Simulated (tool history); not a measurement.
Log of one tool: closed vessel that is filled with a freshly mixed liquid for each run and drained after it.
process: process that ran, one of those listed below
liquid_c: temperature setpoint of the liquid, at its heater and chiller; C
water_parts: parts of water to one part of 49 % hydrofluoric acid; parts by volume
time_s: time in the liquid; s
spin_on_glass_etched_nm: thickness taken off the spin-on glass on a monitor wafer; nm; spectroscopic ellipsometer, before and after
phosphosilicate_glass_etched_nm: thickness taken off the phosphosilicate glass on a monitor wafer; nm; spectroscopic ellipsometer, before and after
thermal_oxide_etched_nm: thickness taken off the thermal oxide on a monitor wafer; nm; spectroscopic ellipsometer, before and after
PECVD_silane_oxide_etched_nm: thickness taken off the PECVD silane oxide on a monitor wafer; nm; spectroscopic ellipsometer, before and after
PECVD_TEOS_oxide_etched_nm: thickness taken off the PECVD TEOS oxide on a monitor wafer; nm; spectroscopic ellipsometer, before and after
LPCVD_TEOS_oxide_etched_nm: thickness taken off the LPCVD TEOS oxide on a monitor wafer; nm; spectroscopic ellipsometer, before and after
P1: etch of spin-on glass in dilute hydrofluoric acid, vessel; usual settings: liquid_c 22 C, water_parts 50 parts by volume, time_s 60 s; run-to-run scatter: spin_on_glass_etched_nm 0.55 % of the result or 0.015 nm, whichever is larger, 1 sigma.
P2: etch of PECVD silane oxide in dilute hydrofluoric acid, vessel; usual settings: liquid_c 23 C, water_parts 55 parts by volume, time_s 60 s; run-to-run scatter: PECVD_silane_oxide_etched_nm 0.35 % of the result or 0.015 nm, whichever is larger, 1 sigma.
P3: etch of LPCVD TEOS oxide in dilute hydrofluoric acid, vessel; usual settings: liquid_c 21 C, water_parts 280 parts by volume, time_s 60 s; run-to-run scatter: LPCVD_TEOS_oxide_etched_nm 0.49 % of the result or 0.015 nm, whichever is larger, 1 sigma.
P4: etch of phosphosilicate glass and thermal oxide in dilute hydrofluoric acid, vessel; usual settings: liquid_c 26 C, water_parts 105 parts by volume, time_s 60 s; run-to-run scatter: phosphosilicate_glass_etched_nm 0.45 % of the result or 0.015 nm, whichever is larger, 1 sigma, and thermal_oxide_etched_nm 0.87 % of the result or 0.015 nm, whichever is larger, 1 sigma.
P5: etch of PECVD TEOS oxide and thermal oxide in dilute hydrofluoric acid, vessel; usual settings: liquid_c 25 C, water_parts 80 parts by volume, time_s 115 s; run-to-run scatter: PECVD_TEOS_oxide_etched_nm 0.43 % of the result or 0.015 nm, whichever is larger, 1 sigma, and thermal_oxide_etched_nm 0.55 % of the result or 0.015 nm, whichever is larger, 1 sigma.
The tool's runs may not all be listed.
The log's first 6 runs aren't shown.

run,hour,process,liquid_c,water_parts,time_s,spin_on_glass_etched_nm,phosphosilicate_glass_etched_nm,thermal_oxide_etched_nm,PECVD_silane_oxide_etched_nm,PECVD_TEOS_oxide_etched_nm,LPCVD_TEOS_oxide_etched_nm
7,67.1,P3,21,440,60,,,,,,4.9481
8,73.7,P3,21,280,30,,,,,,4.5117
9,79.5,P2,23,20,60,,,,84.642,,
10,85.2,P1,22,85,60,17.903,,,,,
11,96.8,P4,26,105,105,,213.54,5.06,,,
12,108.5,P5,25,80,170,,,10.423,,52.411,
13,115.7,P1,22,50,60,31.743,,,,,
14,121.7,P5,25,20,115,,,30.914,,154.17,
15,128.5,P1,28,50,60,40.839,,,,,
16,138.4,P1,22,50,60,31.924,,,,,
17,146.9,P1,22,20,30,41.286,,,,,
18,159.5,P1,18,50,60,26.71,,,,,
19,166.8,P2,23,55,115,,,,56.306,,
20,174.4,P5,17.5,80,115,,,5.1962,,26.245,

Run 21 comes next. What will it give?
21,181.7,P5,25,80,115,,,?,,?,

{"run 21": {"thermal_oxide_etched_nm": 7.1296, "PECVD_TEOS_oxide_etched_nm": 35.684}}
